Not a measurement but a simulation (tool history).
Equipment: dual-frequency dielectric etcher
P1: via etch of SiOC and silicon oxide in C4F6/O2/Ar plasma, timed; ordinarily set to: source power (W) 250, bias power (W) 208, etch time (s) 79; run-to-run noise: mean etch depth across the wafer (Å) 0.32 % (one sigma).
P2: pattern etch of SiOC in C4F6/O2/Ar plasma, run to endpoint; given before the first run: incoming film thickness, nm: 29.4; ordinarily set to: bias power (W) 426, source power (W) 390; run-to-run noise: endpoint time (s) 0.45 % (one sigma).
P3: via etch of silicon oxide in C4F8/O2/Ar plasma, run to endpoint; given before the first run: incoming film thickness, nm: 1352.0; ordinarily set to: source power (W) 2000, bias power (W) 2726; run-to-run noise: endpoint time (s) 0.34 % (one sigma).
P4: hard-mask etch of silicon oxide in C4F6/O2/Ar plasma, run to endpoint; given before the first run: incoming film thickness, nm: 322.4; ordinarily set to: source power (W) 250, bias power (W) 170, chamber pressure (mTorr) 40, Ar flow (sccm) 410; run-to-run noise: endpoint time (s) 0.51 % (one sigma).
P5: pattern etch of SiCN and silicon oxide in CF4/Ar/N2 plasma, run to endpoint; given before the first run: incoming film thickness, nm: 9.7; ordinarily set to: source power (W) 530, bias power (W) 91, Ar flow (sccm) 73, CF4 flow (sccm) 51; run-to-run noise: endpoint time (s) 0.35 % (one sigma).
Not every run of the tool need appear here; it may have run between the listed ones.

run,hour,process that ran,source power (W),bias power (W),etch time (s),chamber pressure (mTorr),Ar flow (sccm),CF4 flow (sccm),hours since the last wet clean,hours since the last source power generator calibration,hours since the last bias power generator calibration,mean etch depth across the wafer (Å),endpoint time (s)
1,8.2,P1,250,208,79,,,,115.5,644.8,877.7,781.37,
2,17.1,P4,310,170,,40,410,,124.4,653.7,886.6,,123.75
3,23.5,P1,200,146,79,,,,130.8,660.1,893,637.3,
4,31.7,P2,390,426,,,,,139,668.3,901.2,,10.555
5,41.2,P1,190,208,104.5,,,,148.5,677.8,910.7,935.42,
6,52.3,P4,250,170,,40,286,,159.6,688.9,921.8,,127.69
7,61.7,P1,250,149,79,,,,169,698.3,931.2,699.1,
8,70.9,P1,250,208,79,,,,178.2,707.5,940.4,783.6,
9,78.6,P1,250,208,44,,,,185.9,715.2,948.1,434.95,
10,86.9,P5,530,91,,,88,51,194.2,723.5,956.4,,9.3753
11,99.1,P4,250,170,,40,410,,206.4,735.7,968.6,,134.64
12,106.4,P1,250,208,79,,,,213.7,743,975.9,781.04,
13,115.1,P1,250,208,79,,,,222.4,751.7,984.6,781.64,
14,125.3,P1,250,293,79,,,,232.6,761.9,994.8,881.07,
15,135.1,P4,250,117,,40,410,,242.4,771.7,1004.6,,151.35
16,143.6,P1,250,208,79,,,,250.9,780.2,1013.1,782.39,
17,153.4,P2,390,295,,,,,260.7,790,1022.9,,12.057
18,160.3,P2,260,426,,,,,267.6,796.9,1029.8,,12.29
# hour 161.6: wet clean of the chamber
19,171.5,P4,250,170,,31,410,,10,808.1,1041,,130.73
# hour 173: source power generator calibrated
20,177.5,P3,2000,3227,,,,,16,4.6,1047,,228.35
21,186.1,P5,530,91,,,73,40,24.6,13.2,1055.6,,9.4732
22,195.7,P1,250,253,52,,,,34.2,22.8,1065.2,551.87,

Estimate the outcome of run 23 from the log above:
23,208.3,P3,2000,2726,,,,,46.8,35.4,1077.8,,?

endpoint time (s): 239.79
